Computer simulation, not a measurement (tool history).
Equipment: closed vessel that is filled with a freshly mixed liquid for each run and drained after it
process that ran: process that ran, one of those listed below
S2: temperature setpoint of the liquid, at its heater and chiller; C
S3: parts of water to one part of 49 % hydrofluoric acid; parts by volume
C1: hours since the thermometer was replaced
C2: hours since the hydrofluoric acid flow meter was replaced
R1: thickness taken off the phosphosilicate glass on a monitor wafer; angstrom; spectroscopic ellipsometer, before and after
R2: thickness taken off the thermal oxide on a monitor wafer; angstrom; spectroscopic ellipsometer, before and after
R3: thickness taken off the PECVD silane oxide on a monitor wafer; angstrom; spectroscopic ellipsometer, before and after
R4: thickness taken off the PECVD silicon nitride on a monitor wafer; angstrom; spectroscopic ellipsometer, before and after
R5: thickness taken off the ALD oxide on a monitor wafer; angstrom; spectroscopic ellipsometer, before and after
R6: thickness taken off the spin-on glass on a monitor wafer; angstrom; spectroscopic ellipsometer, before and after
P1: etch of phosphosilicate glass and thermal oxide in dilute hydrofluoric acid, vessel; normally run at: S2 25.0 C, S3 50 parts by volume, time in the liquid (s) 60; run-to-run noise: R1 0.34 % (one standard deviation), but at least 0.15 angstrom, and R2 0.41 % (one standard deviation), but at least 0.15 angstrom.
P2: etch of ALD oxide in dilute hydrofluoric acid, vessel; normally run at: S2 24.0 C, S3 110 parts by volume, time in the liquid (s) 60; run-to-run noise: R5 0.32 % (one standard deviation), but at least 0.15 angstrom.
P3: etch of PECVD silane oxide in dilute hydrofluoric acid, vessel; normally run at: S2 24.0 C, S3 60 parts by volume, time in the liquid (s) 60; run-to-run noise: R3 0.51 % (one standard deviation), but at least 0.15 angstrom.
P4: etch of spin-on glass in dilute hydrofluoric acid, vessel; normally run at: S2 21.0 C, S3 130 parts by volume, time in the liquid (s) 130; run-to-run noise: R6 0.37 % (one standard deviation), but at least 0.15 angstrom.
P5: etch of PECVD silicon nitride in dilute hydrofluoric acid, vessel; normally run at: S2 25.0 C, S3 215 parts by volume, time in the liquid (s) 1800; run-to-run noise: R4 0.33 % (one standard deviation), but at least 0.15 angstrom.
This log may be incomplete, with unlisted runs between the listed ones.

Run 1, hour 6.7: process that ran P1, S2 25.0 C, S3 50 parts by volume, time in the liquid (s) 60; C1 795.4; C2 497.4. Result: R1 2118.20 angstrom, R2 62.824 angstrom.
Run 2, hour 12.9: process that ran P1, S2 25.0 C, S3 50 parts by volume, time in the liquid (s) 60; C1 801.6; C2 503.6. Result: R1 2128.30 angstrom, R2 62.035 angstrom.
Run 3, hour 20.3: process that ran P3, S2 24.0 C, S3 60 parts by volume, time in the liquid (s) 30; C1 809.0; C2 511.0. Result: R3 122.90 angstrom.
Run 4, hour 27.8: process that ran P1, S2 25.0 C, S3 50 parts by volume, time in the liquid (s) 30; C1 816.5; C2 518.5. Result: R1 1064.40 angstrom, R2 31.131 angstrom.
Run 5, hour 36.4: process that ran P5, S2 25.0 C, S3 215 parts by volume, time in the liquid (s) 1800; C1 825.1; C2 527.1. Result: R4 222.720 angstrom.
Run 6, hour 44.1: process that ran P2, S2 24.0 C, S3 110 parts by volume, time in the liquid (s) 60; C1 832.8; C2 534.8. Result: R5 145.300 angstrom.
Run 7, hour 50.8: process that ran P1, S2 25.0 C, S3 50 parts by volume, time in the liquid (s) 60; C1 839.5; C2 541.5. Result: R1 2124.60 angstrom, R2 62.947 angstrom.
Run 8, hour 56.5: process that ran P5, S2 25.0 C, S3 215 parts by volume, time in the liquid (s) 1800; C1 845.2; C2 547.2. Result: R4 224.460 angstrom.
Run 9, hour 61.1: process that ran P2, S2 24.0 C, S3 40 parts by volume, time in the liquid (s) 60; C1 849.8; C2 551.8. Result: R5 439.860 angstrom.
Run 10, hour 66.1: process that ran P4, S2 21.0 C, S3 130 parts by volume, time in the liquid (s) 30; C1 854.8; C2 556.8. Result: R6 77.169 angstrom.
Run 11, hour 72.0: process that ran P5, S2 30.0 C, S3 215 parts by volume, time in the liquid (s) 1800; C1 860.7; C2 562.7. Result: R4 301.550 angstrom.
Run 12, hour 77.7: process that ran P3, S2 24.0 C, S3 100 parts by volume, time in the liquid (s) 60; C1 866.4; C2 568.4. Result: R3 139.52 angstrom.
Run 13, hour 82.0: process that ran P3, S2 17.0 C, S3 60 parts by volume, time in the liquid (s) 60; C1 870.7; C2 572.7. Result: R3 182.56 angstrom.
Run 14, hour 89.3: process that ran P3, S2 24.0 C, S3 60 parts by volume, time in the liquid (s) 60; C1 878.0; C2 580.0. Result: R3 243.60 angstrom.
Run 15, hour 94.4: process that ran P4, S2 21.0 C, S3 220 parts by volume, time in the liquid (s) 130; C1 883.1; C2 585.1. Result: R6 179.310 angstrom.
Run 16, hour 100.5: process that ran P2, S2 24.0 C, S3 110 parts by volume, time in the liquid (s) 30; C1 889.2; C2 591.2. Result: R5 72.342 angstrom.
Run 17, hour 107.3: process that ran P4, S2 21.0 C, S3 130 parts by volume, time in the liquid (s) 130; C1 896.0; C2 598.0. Result: R6 331.540 angstrom.
Run 18, hour 111.1: process that ran P1, S2 20.0 C, S3 50 parts by volume, time in the liquid (s) 60; C1 899.8; C2 601.8. Result: R1 1720.60 angstrom, R2 50.821 angstrom.
Run 19, hour 119.7: process that ran P1, S2 25.0 C, S3 20 parts by volume, time in the liquid (s) 60; C1 908.4; C2 610.4. Result: R1 5524.70 angstrom, R2 164.770 angstrom.
Run 20, hour 124.4: process that ran P1, S2 25.0 C, S3 70 parts by volume, time in the liquid (s) 30; C1 913.1; C2 615.1. Result: R1 734.28 angstrom, R2 21.954 angstrom.
Run 21, hour 129.4: process that ran P1, S2 25.0 C, S3 85 parts by volume, time in the liquid (s) 60; C1 918.1; C2 620.1. Result: R1 1187.90 angstrom, R2 35.236 angstrom.
Run 22, hour 133.3: process that ran P2, S2 32.0 C, S3 110 parts by volume, time in the liquid (s) 60; C1 922.0; C2 624.0. Result: R5 197.700 angstrom.
Run 23, hour 137.2: process that ran P1, S2 25.0 C, S3 50 parts by volume, time in the liquid (s) 60; C1 925.9; C2 627.9. Result: R1 2123.50 angstrom, R2 62.527 angstrom.
Run 24, hour 142.5: process that ran P3, S2 24.0 C, S3 60 parts by volume, time in the liquid (s) 60; C1 931.2; C2 633.2. Result: R3 246.19 angstrom.
Run 25, hour 148.1: process that ran P4, S2 17.0 C, S3 130 parts by volume, time in the liquid (s) 130; C1 936.8; C2 638.8. Result: R6 282.180 angstrom.
Run 26, hour 155.8: process that ran P2, S2 24.0 C, S3 110 parts by volume, time in the liquid (s) 60; C1 944.5; C2 646.5. Result: R5 145.570 angstrom.
Run 27, hour 163.8: process that ran P1, S2 30.5 C, S3 50 parts by volume, time in the liquid (s) 60; C1 952.5; C2 654.5. Result: R1 2619.50 angstrom, R2 77.656 angstrom.
Run 28, hour 171.7: process that ran P5, S2 25.0 C, S3 315 parts by volume, time in the liquid (s) 1800; C1 960.4; C2 662.4. Result: R4 151.840 angstrom.
Run 29, hour 176.5: process that ran P5, S2 25.0 C, S3 215 parts by volume, time in the liquid (s) 340; C1 965.2; C2 667.2. Result: R4 42.333 angstrom.
Run 30, hour 181.8: process that ran P1, S2 25.0 C, S3 50 parts by volume, time in the liquid (s) 110; C1 970.5; C2 672.5. Result: R1 3885.90 angstrom, R2 115.760 angstrom.
Run 31, hour 186.9: process that ran P1, S2 19.0 C, S3 20 parts by volume, time in the liquid (s) 60; C1 975.6; C2 677.6. Result: R1 4255.80 angstrom, R2 126.340 angstrom.
Run 32, hour 194.2: process that ran P1, S2 25.0 C, S3 50 parts by volume, time in the liquid (s) 60; C1 982.9; C2 684.9. Result: R1 2104.60 angstrom, R2 62.442 angstrom.
Run 33, hour 200.8: process that ran P1, S2 25.0 C, S3 50 parts by volume, time in the liquid (s) 60; C1 989.5; C2 691.5. Result: R1 2165.10 angstrom, R2 64.672 angstrom.
Run 34, hour 206.0: process that ran P1, S2 25.0 C, S3 50 parts by volume, time in the liquid (s) 60; C1 994.7; C2 696.7. Result: R1 2179.40 angstrom, R2 64.894 angstrom.
Run 35, hour 212.0: process that ran P1, S2 25.0 C, S3 50 parts by volume, time in the liquid (s) 60; C1 1000.7; C2 702.7. Result: R1 2214.40 angstrom, R2 65.406 angstrom.
Run 36, hour 216.8: process that ran P1, S2 25.0 C, S3 50 parts by volume, time in the liquid (s) 60; C1 1005.5; C2 707.5. Result: R1 2222.70 angstrom, R2 66.153 angstrom.
Run 37, hour 221.0: process that ran P1, S2 25.0 C, S3 50 parts by volume, time in the liquid (s) 60; C1 1009.7; C2 711.7. Result: R1 2228.10 angstrom, R2 66.360 angstrom.
Run 38, hour 227.1: process that ran P1, S2 25.0 C, S3 50 parts by volume, time in the liquid (s) 60; C1 1015.8; C2 717.8. Result: R1 2230.90 angstrom, R2 66.501 angstrom.
Run 39, hour 233.5: process that ran P1, S2 25.0 C, S3 50 parts by volume, time in the liquid (s) 60; C1 1022.2; C2 724.2. Result: R1 2250.20 angstrom, R2 65.908 angstrom.
Run 40, hour 237.7: process that ran P1, S2 25.0 C, S3 50 parts by volume, time in the liquid (s) 60; C1 1026.4; C2 728.4. Result: R1 2251.00 angstrom, R2 66.244 angstrom.
Run 41, hour 246.0: process that ran P1, S2 25.0 C, S3 50 parts by volume, time in the liquid (s) 60; C1 1034.7; C2 736.7. Result: R1 2260.40 angstrom, R2 66.711 angstrom.
Run 42, hour 254.5: process that ran P1, S2 25.0 C, S3 50 parts by volume, time in the liquid (s) 60; C1 1043.2; C2 745.2. Result: R1 2263.70 angstrom, R2 66.712 angstrom.
Run 43, hour 258.7: process that ran P1, S2 25.0 C, S3 50 parts by volume, time in the liquid (s) 60; C1 1047.4; C2 749.4. Result: R1 2254.40 angstrom, R2 67.431 angstrom.

The log shows P1 creeping away from where it was. Any of the 2 causes listed here, at the size stated for it, fits the log just as well as the others:
A: hydrofluoric acid flow above the setpoint (%) = 6.06
B: liquid hotter than its thermometer reads (K) = 1.55
The drift started at roughly hour 194.2.

Consider the 4 single-wafer check runs listed below, results given as question marks: which one distinguishes between the causes by giving clearly different results for each?
Run check 1, hour 262.9: process that ran P2, S2 30.0 C, S3 70 parts by volume, time in the liquid (s) 60. Result: R5 ?.
Run check 2, hour 262.9: process that ran P3, S2 24.0 C, S3 100 parts by volume, time in the liquid (s) 60. Result: R3 ?.
Run check 3, hour 262.9: process that ran P5, S2 28.5 C, S3 215 parts by volume, time in the liquid (s) 1800. Result: R4 ?.
Run check 4, hour 262.9: process that ran P4, S2 17.0 C, S3 130 parts by volume, time in the liquid (s) 80. Result: R6 ?.

Expected result of each check under each candidate cause:
  check  result     if A     if B
check 1      R5  324.770  322.990
check 2      R3   149.48   148.76
check 3      R4  292.740  302.610
check 4      R6  185.830  185.370
Minimum pairwise separation of causes per check, each pair taken at its best-separating result: check 1 0.55 %; check 2 0.49 %; check 3 3.32 %; check 4 0.25 %
Of the check runs offered, only check 3 discriminates between the causes; the rest would read about the same regardless of which cause applies.

After running check 3, the following was obtained: R4 303.500 angstrom. Which cause does this point to?

Of the candidate causes, it is B: liquid hotter than its thermometer reads (K).
